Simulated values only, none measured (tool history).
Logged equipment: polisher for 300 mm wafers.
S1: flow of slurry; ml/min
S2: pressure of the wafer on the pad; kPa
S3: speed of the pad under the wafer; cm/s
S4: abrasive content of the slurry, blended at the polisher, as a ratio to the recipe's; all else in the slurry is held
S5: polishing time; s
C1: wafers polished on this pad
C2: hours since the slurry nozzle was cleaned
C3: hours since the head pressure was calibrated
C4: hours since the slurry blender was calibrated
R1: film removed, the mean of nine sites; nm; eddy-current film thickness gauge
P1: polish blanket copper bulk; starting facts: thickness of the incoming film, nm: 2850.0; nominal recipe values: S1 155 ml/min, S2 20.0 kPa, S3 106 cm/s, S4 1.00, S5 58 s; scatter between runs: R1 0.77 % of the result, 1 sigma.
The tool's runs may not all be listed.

Run 1, hour 8.6: S1 155 ml/min, S2 20.0 kPa, S3 106 cm/s, S4 1.00, S5 58 s; C1 686; C2 160.0; C3 465.0; C4 87.5. Result: R1 658.39 nm.
Run 2, hour 17.6: S1 155 ml/min, S2 20.0 kPa, S3 106 cm/s, S4 0.80, S5 40 s; C1 789; C2 169.0; C3 474.0; C4 96.5. Result: R1 431.94 nm.
Run 3, hour 30.4: S1 155 ml/min, S2 20.0 kPa, S3 106 cm/s, S4 1.00, S5 30 s; C1 936; C2 181.8; C3 486.8; C4 109.3. Result: R1 340.02 nm.
Run 4, hour 48.6: S1 155 ml/min, S2 20.0 kPa, S3 106 cm/s, S4 1.00, S5 58 s; C1 1144; C2 200.0; C3 505.0; C4 127.5. Result: R1 641.41 nm.
Run 5, hour 57.6: S1 155 ml/min, S2 20.0 kPa, S3 106 cm/s, S4 1.00, S5 58 s; C1 1247; C2 209.0; C3 514.0; C4 136.5. Result: R1 665.87 nm.
Run 6, hour 67.7: S1 155 ml/min, S2 30.3 kPa, S3 106 cm/s, S4 0.55, S5 58 s; C1 1363; C2 219.1; C3 524.1; C4 146.6. Result: R1 875.38 nm.
Run 7, hour 84.3: S1 155 ml/min, S2 13.8 kPa, S3 106 cm/s, S4 1.00, S5 58 s; C1 1553; C2 235.7; C3 540.7; C4 163.2. Result: R1 452.36 nm.
At hour 88.8: head pressure recalibrated.
Run 8, hour 101.6: S1 110 ml/min, S2 20.0 kPa, S3 106 cm/s, S4 1.00, S5 58 s; C1 1752; C2 253.0; C3 12.9; C4 180.5. Result: R1 618.22 nm.
Run 9, hour 117.0: S1 235 ml/min, S2 20.0 kPa, S3 106 cm/s, S4 1.00, S5 58 s; C1 1928; C2 268.4; C3 28.3; C4 195.9. Result: R1 698.58 nm.
Run 10, hour 130.1: S1 155 ml/min, S2 31.0 kPa, S3 106 cm/s, S4 1.00, S5 58 s; C1 2078; C2 281.5; C3 41.4; C4 209.0. Result: R1 1022.30 nm.
Run 11, hour 148.0: S1 155 ml/min, S2 20.0 kPa, S3 106 cm/s, S4 1.00, S5 58 s; C1 2284; C2 299.4; C3 59.3; C4 226.9. Result: R1 652.18 nm.
At hour 150.1: worn pad replaced by a new one.
Run 12, hour 163.9: S1 155 ml/min, S2 20.0 kPa, S3 138 cm/s, S4 1.00, S5 58 s; C1 158; C2 315.3; C3 75.2; C4 242.8. Result: R1 842.67 nm.
Run 13, hour 177.2: S1 155 ml/min, S2 20.0 kPa, S3 106 cm/s, S4 1.00, S5 58 s; C1 311; C2 328.6; C3 88.5; C4 256.1. Result: R1 658.00 nm.
Run 14, hour 191.6: S1 155 ml/min, S2 20.0 kPa, S3 60 cm/s, S4 1.00, S5 58 s; C1 476; C2 343.0; C3 102.9; C4 270.5. Result: R1 368.70 nm.
Run 15, hour 201.5: S1 155 ml/min, S2 20.0 kPa, S3 106 cm/s, S4 1.00, S5 89 s; C1 589; C2 352.9; C3 112.8; C4 280.4. Result: R1 1003.40 nm.

What does the tool deliver on the next run?
Run 16, hour 211.3: S1 155 ml/min, S2 20.0 kPa, S3 106 cm/s, S4 1.25, S5 58 s; C1 702; C2 362.7; C3 122.6; C4 290.2. Result: R1 ?.

For run 16 the tool returned R1 692.87 nm.

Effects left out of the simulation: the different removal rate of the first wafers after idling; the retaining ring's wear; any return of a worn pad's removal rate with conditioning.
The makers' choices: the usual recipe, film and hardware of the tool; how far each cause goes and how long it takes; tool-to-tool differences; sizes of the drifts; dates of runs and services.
